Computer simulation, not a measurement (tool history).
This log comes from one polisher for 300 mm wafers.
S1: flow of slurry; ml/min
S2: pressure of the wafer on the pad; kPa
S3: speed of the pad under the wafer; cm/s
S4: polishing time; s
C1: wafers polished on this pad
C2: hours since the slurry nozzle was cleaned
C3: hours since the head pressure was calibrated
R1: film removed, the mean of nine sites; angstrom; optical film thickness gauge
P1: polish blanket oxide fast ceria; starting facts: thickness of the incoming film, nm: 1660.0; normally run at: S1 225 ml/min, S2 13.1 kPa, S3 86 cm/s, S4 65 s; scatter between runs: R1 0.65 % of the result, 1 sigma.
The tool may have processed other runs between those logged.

run,day,S1,S2,S3,S4,C1,C2,C3,R1
1,0.15,225,13.1,86,65,471,33.5,72.7,6564.9
2,0.375,225,13.1,86,95,527,38.9,78.1,9454.5
3,0.617,225,13.1,116,65,588,44.7,83.9,8867.9
4,0.896,225,13.1,42,65,657,51.4,90.6,3228.8
5,1.092,225,6.2,108,65,706,56.1,95.3,3881.6
6,1.342,225,17.2,86,65,768,62.1,101.3,8699.7
7,1.488,225,13.1,86,65,805,65.6,104.8,6551.4
8,1.642,225,13.1,86,65,843,69.3,108.5,6554.4
9,1.8,225,13.1,86,65,882,73.1,112.3,6591.8
10,1.95,225,13.1,86,65,920,76.7,115.9,6576.2
11,2.1,225,13.1,86,65,957,80.3,119.5,6628.1
12,2.258,225,13.1,86,65,997,84.1,123.3,6598
# day 2.288: slurry nozzle cleaned
13,2.458,160,13.1,86,65,1046,4.2,128.1,6313.8
14,2.758,225,13.1,86,29,1121,11.4,135.3,2921.8
15,2.925,225,7.6,86,65,1163,15.4,139.3,3812.4
16,3.212,340,13.1,86,65,1234,22.3,146.2,6782
17,3.388,225,13.1,86,65,1278,26.5,150.4,6556.8
18,3.575,225,13.1,86,65,1325,31,154.9,6429.2
19,3.775,225,13.1,86,65,1375,35.8,159.7,6276.4
20,3.983,225,13.1,86,65,1426,40.8,164.7,6197
21,4.154,225,13.1,86,65,1469,44.9,168.8,6111.7
# day 4.204: head pressure recalibrated
22,4.362,225,13.1,86,65,1521,49.9,3.8,6114.4
23,4.671,225,13.1,86,65,1598,57.3,11.2,6099.4
24,4.938,225,13.1,86,65,1664,63.7,17.6,6087.9

Compared with where it was, what P1 gives has crept away. Each cause listed below fits the log as well as the rest, at the size given for it:
A: slurry flow missing at the pad, % = 39.5
B: removal rate lost through wear of the pad, % = 7.25
The onset of the drift is placed at about day 3.388.
Ruled out, with reasons:
head's pressure below its setpoint, %: maintenance at day 4.204, after the shift began, did not return the process to its former output

4 check runs are offered, each on 5 wafers whose results are averaged, their results left as question marks. Which one tells the causes apart?
check 1,5.204,340,13.1,66,65,,,,?
check 2,5.204,225,13.1,66,65,,,,?
check 3,5.204,225,13.1,64,85,,,,?
check 4,5.204,225,13.1,42,65,,,,?

Predicted outcomes, by check and by cause:
check,result,if A,if B
check 1,R1,4969.6,4849.9
check 2,R1,4660.7,4660.1
check 3,R1,5910.1,5909.3
check 4,R1,2965.9,2965.5
Smallest distance between any two causes, each pair judged by its most separating result, in per cent: check 1 2.44 %; check 2 0.01 %; check 3 0.01 %; check 4 0.01 %
Of the check runs offered, only check 1 discriminates between the causes; the rest would read about the same regardless of which cause applies.

Here is what check 1 returned: R1 4968.5 angstrom. Which cause is it?

It is A: slurry flow missing at the pad, %.

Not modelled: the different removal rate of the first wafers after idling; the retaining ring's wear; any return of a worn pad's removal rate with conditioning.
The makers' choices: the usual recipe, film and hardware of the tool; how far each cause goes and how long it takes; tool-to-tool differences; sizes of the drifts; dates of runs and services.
